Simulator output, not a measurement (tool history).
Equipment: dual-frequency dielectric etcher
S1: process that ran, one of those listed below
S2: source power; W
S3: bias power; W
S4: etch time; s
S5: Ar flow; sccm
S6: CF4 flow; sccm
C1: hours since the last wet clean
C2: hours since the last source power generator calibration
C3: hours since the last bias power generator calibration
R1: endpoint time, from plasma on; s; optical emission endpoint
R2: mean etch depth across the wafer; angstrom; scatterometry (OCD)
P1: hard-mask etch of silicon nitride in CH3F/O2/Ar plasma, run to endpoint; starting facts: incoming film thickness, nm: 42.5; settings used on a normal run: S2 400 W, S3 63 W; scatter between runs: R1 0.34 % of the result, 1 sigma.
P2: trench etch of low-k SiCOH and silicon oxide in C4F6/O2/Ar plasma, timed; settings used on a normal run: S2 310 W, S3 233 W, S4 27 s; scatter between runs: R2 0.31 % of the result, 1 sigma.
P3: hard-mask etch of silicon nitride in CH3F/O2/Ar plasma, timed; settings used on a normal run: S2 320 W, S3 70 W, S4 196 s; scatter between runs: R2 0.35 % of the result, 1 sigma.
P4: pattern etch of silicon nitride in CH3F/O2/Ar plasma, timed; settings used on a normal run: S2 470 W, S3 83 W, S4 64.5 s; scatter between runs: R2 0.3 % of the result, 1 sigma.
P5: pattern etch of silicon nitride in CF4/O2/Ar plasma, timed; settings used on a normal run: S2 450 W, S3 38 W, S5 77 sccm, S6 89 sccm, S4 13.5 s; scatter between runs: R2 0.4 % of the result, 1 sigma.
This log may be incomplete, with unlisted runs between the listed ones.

run   hour  S1   S2   S3    S4   S5  S6     C1      C2      C3      R1      R2
  1   14.9  P1  400   63                 268.5  1219.1   540.4  64.245
  2   23.7  P1  400   63                 277.3  1227.9   549.2  64.078
  3   36.1  P3  320   94   196           289.7  1240.3   561.6          1389.9
  4   47.3  P5  450   48  13.5   77  89  300.9  1251.5   572.8          230.14
  5   61.1  P3  230   70   196           314.7  1265.3   586.6          1114.5
  6   77.1  P5  610   38  13.5   77  89  330.7  1281.3   602.6          277.96
  7   91.5  P2  310  233    27           345.1  1295.7     617          822.52
  8  101.8  P3  320   70   140           355.4    1306   627.3          905.09
  9    118  P2  310  233    35           371.6  1322.2   643.5          1057.4
 10  125.8  P1  490   75                 379.4    1330   651.3  55.959
 11  140.6  P1  400   63                 394.2  1344.8   666.1  64.238
 12  157.3  P4  380   83  64.5           410.9  1361.5   682.8          466.64
 13  171.3  P5  450   38  17.5   77  89  424.9  1375.5   696.8          274.43
 14  179.4  P5  450   38  13.5  100  89    433  1383.6   704.9          207.04
 15  187.3  P1  240   63                 440.9  1391.5   712.8  77.739
 16  204.4  P2  440  233    27             458  1408.6   729.9          935.92
 17  213.2  P2  310  150    27           466.8  1417.4   738.7          708.89
 18  229.6  P4  470   83  64.5           483.2  1433.8   755.1          504.83
 19  238.4  P4  470  116  64.5             492  1442.6   763.9          572.94
 20  250.4  P1  400   63                   504  1454.6   775.9  64.487
 21  261.1  P4  470   83    89           514.7  1465.3   786.6           697.7
 22  269.4  P5  450   38  13.5   77  89    523  1473.6   794.9          212.65
 23  285.9  P1  400   63                 539.5  1490.1   811.4  64.552
 24  296.7  P1  400   40                 550.3  1500.9   822.2  74.186
 25  311.4  P5  450   38  13.5   77  57    565  1515.6   836.9          199.34
 26  324.9  P1  500   63                 578.5  1529.1   850.4    59.1
 27  340.6  P1  400   87                 594.2  1544.8   866.1  57.191
 28  350.7  P3  320   70   196           604.3  1554.9   876.2          1263.3
 29  366.8  P1  400   63                 620.4    1571   892.3  63.963
 30  383.8  P1  400   63                 637.4    1588   909.3  64.581
 31  392.5  P1  400   63                 646.1  1596.7     918   65.04
 32    401  P1  400   63                 654.6  1605.2   926.5  64.895
 33  417.5  P1  400   63                 671.1  1621.7     943  65.322
 34  430.1  P1  400   63                 683.7  1634.3   955.6  65.293
     436.6  -- wet clean of the chamber
 35  442.3  P1  400   63                   5.8  1646.5   967.8  65.297
 36  450.9  P1  400   63                  14.4  1655.1   976.4  65.467
 37  466.6  P1  400   63                  30.1  1670.8   992.1  65.275
 38  476.8  P1  400   63                  40.3    1681  1002.3  65.187
 39  486.8  P1  400   63                  50.3    1691  1012.3  65.341

P1 has crept away from where it was. The log is fitted equally well by each of these 2 causes, at the sizes shown:
A: bias power that arrives under what is set, % = 4.97
B: source power that arrives under what is set, % = 4.3
The creep began at about hour 366.8.
Excluded causes, each with its reason:
chamber walls in a state that lowers the etch rate, %: serviced at hour 436.6, which brought nothing back

Consider the 4 check runs below, whose results appear as question marks and each of which averages 2 wafers. Which one distinguishes the causes, in that each cause would give it a clearly different result?
check 1  496.8  P4  470   83  64.5                           ?
check 2  496.8  P5  450   38  13.5  77  89                   ?
check 3  496.8  P3  320   70   196                           ?
check 4  496.8  P2  310  233    27                           ?

Check results expected under each cause:
  check  result    if A    if B
check 1      R2  496.76  497.33
check 2      R2  209.11  204.76
check 3      R2  1240.3  1241.5
check 4      R2   804.3  804.63
Per-check spread between the two closest causes, in the result where they differ most: check 1 0.11 %; check 2 2.1 %; check 3 0.1 %; check 4 0.04 %
Check 2 is the one run that separates the causes; every other check would come out nearly the same whichever cause is at work.

Check 2 has now been run. It gave: R2 204.39 angstrom. Which of the candidate causes is it?

The cause is B: source power that arrives under what is set, %.
